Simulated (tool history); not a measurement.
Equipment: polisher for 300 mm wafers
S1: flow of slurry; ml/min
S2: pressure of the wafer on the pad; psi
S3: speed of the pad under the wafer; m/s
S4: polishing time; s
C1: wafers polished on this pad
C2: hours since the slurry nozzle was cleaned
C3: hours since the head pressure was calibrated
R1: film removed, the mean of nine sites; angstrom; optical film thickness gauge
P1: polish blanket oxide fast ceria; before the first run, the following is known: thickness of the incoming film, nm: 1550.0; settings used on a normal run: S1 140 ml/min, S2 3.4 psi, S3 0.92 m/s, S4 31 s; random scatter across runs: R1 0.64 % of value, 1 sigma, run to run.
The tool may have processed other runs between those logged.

run 1 hour=15.1 | S1=140 S2=3.4 S3=0.92 S4=31 | C1=914 C2=672.4 C3=672.1 | R1=5029.4
run 2 hour=23.4 | S1=140 S2=3.4 S3=1.30 S4=18 | C1=991 C2=680.7 C3=680.4 | R1=4092.9
-- hour=30.5 slurry nozzle cleaned
run 3 hour=38.8 | S1=140 S2=3.4 S3=0.92 S4=22 | C1=1135 C2=8.4 C3=695.8 | R1=3500.2
-- hour=41.8 head pressure recalibrated
run 4 hour=47.9 | S1=140 S2=3.4 S3=0.92 S4=31 | C1=1220 C2=17.5 C3=6.2 | R1=4985.0
run 5 hour=59.0 | S1=140 S2=2.1 S3=0.92 S4=31 | C1=1323 C2=28.6 C3=17.3 | R1=3126.0
run 6 hour=69.6 | S1=140 S2=3.4 S3=0.92 S4=31 | C1=1422 C2=39.2 C3=27.9 | R1=5030.9
run 7 hour=80.7 | S1=140 S2=4.9 S3=0.92 S4=31 | C1=1526 C2=50.3 C3=39.0 | R1=7236.0
run 8 hour=96.6 | S1=140 S2=3.4 S3=1.20 S4=31 | C1=1674 C2=66.2 C3=54.9 | R1=6482.5
run 9 hour=106.6 | S1=195 S2=3.4 S3=0.92 S4=31 | C1=1767 C2=76.2 C3=64.9 | R1=5220.7
run 10 hour=119.3 | S1=140 S2=3.4 S3=0.92 S4=31 | C1=1885 C2=88.9 C3=77.6 | R1=5046.7
run 11 hour=132.9 | S1=140 S2=3.4 S3=0.92 S4=42 | C1=2012 C2=102.5 C3=91.2 | R1=6725.7
run 12 hour=145.9 | S1=140 S2=3.4 S3=0.42 S4=31 | C1=2133 C2=115.5 C3=104.2 | R1=2286.9
run 13 hour=160.5 | S1=140 S2=3.4 S3=0.92 S4=31 | C1=2269 C2=130.1 C3=118.8 | R1=5017.0
run 14 hour=176.4 | S1=185 S2=3.4 S3=0.92 S4=47 | C1=2418 C2=146.0 C3=134.7 | R1=7996.8
run 15 hour=185.5 | S1=140 S2=3.4 S3=0.92 S4=31 | C1=2502 C2=155.1 C3=143.8 | R1=4962.6

Run 16 comes next. What will it give?
run 16 hour=195.5 | S1=85 S2=3.4 S3=0.92 S4=31 | C1=2596 C2=165.1 C3=153.8 | R1=?

{"run 16": {"R1": 4508.5}}
